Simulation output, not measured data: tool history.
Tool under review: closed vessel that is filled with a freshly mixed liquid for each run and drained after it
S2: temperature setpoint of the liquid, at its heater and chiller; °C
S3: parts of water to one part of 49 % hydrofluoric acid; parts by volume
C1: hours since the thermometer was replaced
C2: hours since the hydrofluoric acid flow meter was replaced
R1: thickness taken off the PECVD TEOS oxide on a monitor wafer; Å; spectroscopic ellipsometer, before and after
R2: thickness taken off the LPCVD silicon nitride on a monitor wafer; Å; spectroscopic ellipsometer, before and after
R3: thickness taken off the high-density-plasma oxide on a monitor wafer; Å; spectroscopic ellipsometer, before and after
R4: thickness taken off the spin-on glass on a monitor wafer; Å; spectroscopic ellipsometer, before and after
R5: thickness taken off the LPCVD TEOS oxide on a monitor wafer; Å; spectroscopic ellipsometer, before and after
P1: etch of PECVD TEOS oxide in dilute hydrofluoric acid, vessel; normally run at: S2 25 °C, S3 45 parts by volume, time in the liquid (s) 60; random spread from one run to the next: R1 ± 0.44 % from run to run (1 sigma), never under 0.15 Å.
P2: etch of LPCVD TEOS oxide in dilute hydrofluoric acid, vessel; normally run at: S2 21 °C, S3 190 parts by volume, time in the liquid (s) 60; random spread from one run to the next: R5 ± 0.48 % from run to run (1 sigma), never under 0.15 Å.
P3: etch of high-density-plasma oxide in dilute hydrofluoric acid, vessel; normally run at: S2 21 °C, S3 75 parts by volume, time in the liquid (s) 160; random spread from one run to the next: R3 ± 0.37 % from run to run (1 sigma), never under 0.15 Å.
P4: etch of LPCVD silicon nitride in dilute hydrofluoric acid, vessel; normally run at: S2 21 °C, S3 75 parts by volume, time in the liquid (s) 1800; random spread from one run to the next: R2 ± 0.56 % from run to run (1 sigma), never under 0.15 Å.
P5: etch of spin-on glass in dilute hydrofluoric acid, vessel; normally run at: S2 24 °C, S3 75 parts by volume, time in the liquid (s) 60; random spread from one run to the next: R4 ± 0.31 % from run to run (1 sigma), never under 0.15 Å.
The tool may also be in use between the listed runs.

{"run": 1, "hour": 6.5, "process that ran": "P1", "S2": 25, "S3": 45, "time in the liquid (s)": 60, "C1": 1150.2, "C2": 236.1, "R1": 245.72}
{"run": 2, "hour": 17.7, "process that ran": "P1", "S2": 25, "S3": 20, "time in the liquid (s)": 30, "C1": 1161.4, "C2": 247.3, "R1": 287.36}
{"run": 3, "hour": 24.4, "process that ran": "P4", "S2": 21, "S3": 30, "time in the liquid (s)": 1800, "C1": 1168.1, "C2": 254, "R2": 223.29}
{"run": 4, "hour": 31.3, "process that ran": "P4", "S2": 21, "S3": 75, "time in the liquid (s)": 1800, "C1": 1175, "C2": 260.9, "R2": 91.378}
{"run": 5, "hour": 45.2, "process that ran": "P3", "S2": 17, "S3": 75, "time in the liquid (s)": 160, "C1": 1188.9, "C2": 274.8, "R3": 124.44}
{"run": 6, "hour": 58.7, "process that ran": "P4", "S2": 21, "S3": 75, "time in the liquid (s)": 2865, "C1": 1202.4, "C2": 288.3, "R2": 146.39}
{"run": 7, "hour": 70.1, "process that ran": "P1", "S2": 25, "S3": 45, "time in the liquid (s)": 60, "C1": 1213.8, "C2": 299.7, "R1": 245.34}
{"run": 8, "hour": 78.7, "process that ran": "P4", "S2": 17, "S3": 75, "time in the liquid (s)": 1800, "C1": 1222.4, "C2": 308.3, "R2": 69.464}
{"run": 9, "hour": 91.4, "process that ran": "P1", "S2": 25, "S3": 45, "time in the liquid (s)": 60, "C1": 1235.1, "C2": 321, "R1": 245.9}
{"run": 10, "hour": 104.9, "process that ran": "P3", "S2": 21, "S3": 30, "time in the liquid (s)": 160, "C1": 1248.6, "C2": 334.5, "R3": 390.42}
{"run": 11, "hour": 113.8, "process that ran": "P1", "S2": 18, "S3": 45, "time in the liquid (s)": 60, "C1": 1257.5, "C2": 343.4, "R1": 183.38}
{"run": 12, "hour": 126.2, "process that ran": "P5", "S2": 24, "S3": 75, "time in the liquid (s)": 110, "C1": 1269.9, "C2": 355.8, "R4": 302.45}
{"run": 13, "hour": 137.4, "process that ran": "P1", "S2": 25, "S3": 25, "time in the liquid (s)": 60, "C1": 1281.1, "C2": 367, "R1": 455.24}
{"run": 14, "hour": 146.4, "process that ran": "P5", "S2": 24, "S3": 75, "time in the liquid (s)": 60, "C1": 1290.1, "C2": 376, "R4": 165.34}
{"run": 15, "hour": 156.2, "process that ran": "P2", "S2": 26.5, "S3": 190, "time in the liquid (s)": 60, "C1": 1299.9, "C2": 385.8, "R5": 171.62}
{"run": 16, "hour": 163.9, "process that ran": "P1", "S2": 25, "S3": 60, "time in the liquid (s)": 60, "C1": 1307.6, "C2": 393.5, "R1": 180.21}
{"run": 17, "hour": 174.7, "process that ran": "P1", "S2": 21, "S3": 45, "time in the liquid (s)": 30, "C1": 1318.4, "C2": 404.3, "R1": 103.48}
{"run": 18, "hour": 182.6, "process that ran": "P2", "S2": 21, "S3": 190, "time in the liquid (s)": 60, "C1": 1326.3, "C2": 412.2, "R5": 141.17}
{"run": 19, "hour": 192.9, "process that ran": "P1", "S2": 25, "S3": 45, "time in the liquid (s)": 60, "C1": 1336.6, "C2": 422.5, "R1": 245.59}
{"run": 20, "hour": 203.4, "process that ran": "P5", "S2": 24, "S3": 20, "time in the liquid (s)": 60, "C1": 1347.1, "C2": 433, "R4": 666.73}
{"run": 21, "hour": 210.1, "process that ran": "P1", "S2": 31.5, "S3": 45, "time in the liquid (s)": 30, "C1": 1353.8, "C2": 439.7, "R1": 158.58}
{"run": 22, "hour": 219.7, "process that ran": "P3", "S2": 21, "S3": 75, "time in the liquid (s)": 300, "C1": 1363.4, "C2": 449.3, "R3": 277.77}
{"run": 23, "hour": 234.7, "process that ran": "P2", "S2": 21, "S3": 35, "time in the liquid (s)": 60, "C1": 1378.4, "C2": 464.3, "R5": 908.24}
{"run": 24, "hour": 243.4, "process that ran": "P2", "S2": 21, "S3": 190, "time in the liquid (s)": 60, "C1": 1387.1, "C2": 473, "R5": 141.25}
{"run": 25, "hour": 251.7, "process that ran": "P2", "S2": 21, "S3": 190, "time in the liquid (s)": 100, "C1": 1395.4, "C2": 481.3, "R5": 232.92}
{"run": 26, "hour": 259.0, "process that ran": "P1", "S2": 25, "S3": 45, "time in the liquid (s)": 110, "C1": 1402.7, "C2": 488.6, "R1": 448.88}
{"run": 27, "hour": 273.0, "process that ran": "P1", "S2": 32.5, "S3": 45, "time in the liquid (s)": 60, "C1": 1416.7, "C2": 502.6, "R1": 332.29}
{"run": 28, "hour": 286.0, "process that ran": "P5", "S2": 18.5, "S3": 75, "time in the liquid (s)": 60, "C1": 1429.7, "C2": 515.6, "R4": 132.02}
{"run": 29, "hour": 292.7, "process that ran": "P1", "S2": 25, "S3": 45, "time in the liquid (s)": 60, "C1": 1436.4, "C2": 522.3, "R1": 246.38}
{"run": 30, "hour": 307.1, "process that ran": "P3", "S2": 21, "S3": 75, "time in the liquid (s)": 160, "C1": 1450.8, "C2": 536.7, "R3": 147.5}
{"run": 31, "hour": 317.2, "process that ran": "P1", "S2": 25, "S3": 45, "time in the liquid (s)": 30, "C1": 1460.9, "C2": 546.8, "R1": 123.3}
{"run": 32, "hour": 325.0, "process that ran": "P1", "S2": 25, "S3": 45, "time in the liquid (s)": 60, "C1": 1468.7, "C2": 554.6, "R1": 245.81}
{"run": 33, "hour": 335.9, "process that ran": "P1", "S2": 25, "S3": 45, "time in the liquid (s)": 60, "C1": 1479.6, "C2": 565.5, "R1": 233.41}

What will run 34 give?
{"run": 34, "hour": 346.4, "process that ran": "P1", "S2": 25, "S3": 45, "time in the liquid (s)": 60, "C1": 1490.1, "C2": 576, "R1": "?"}

R1: 228.11 Å
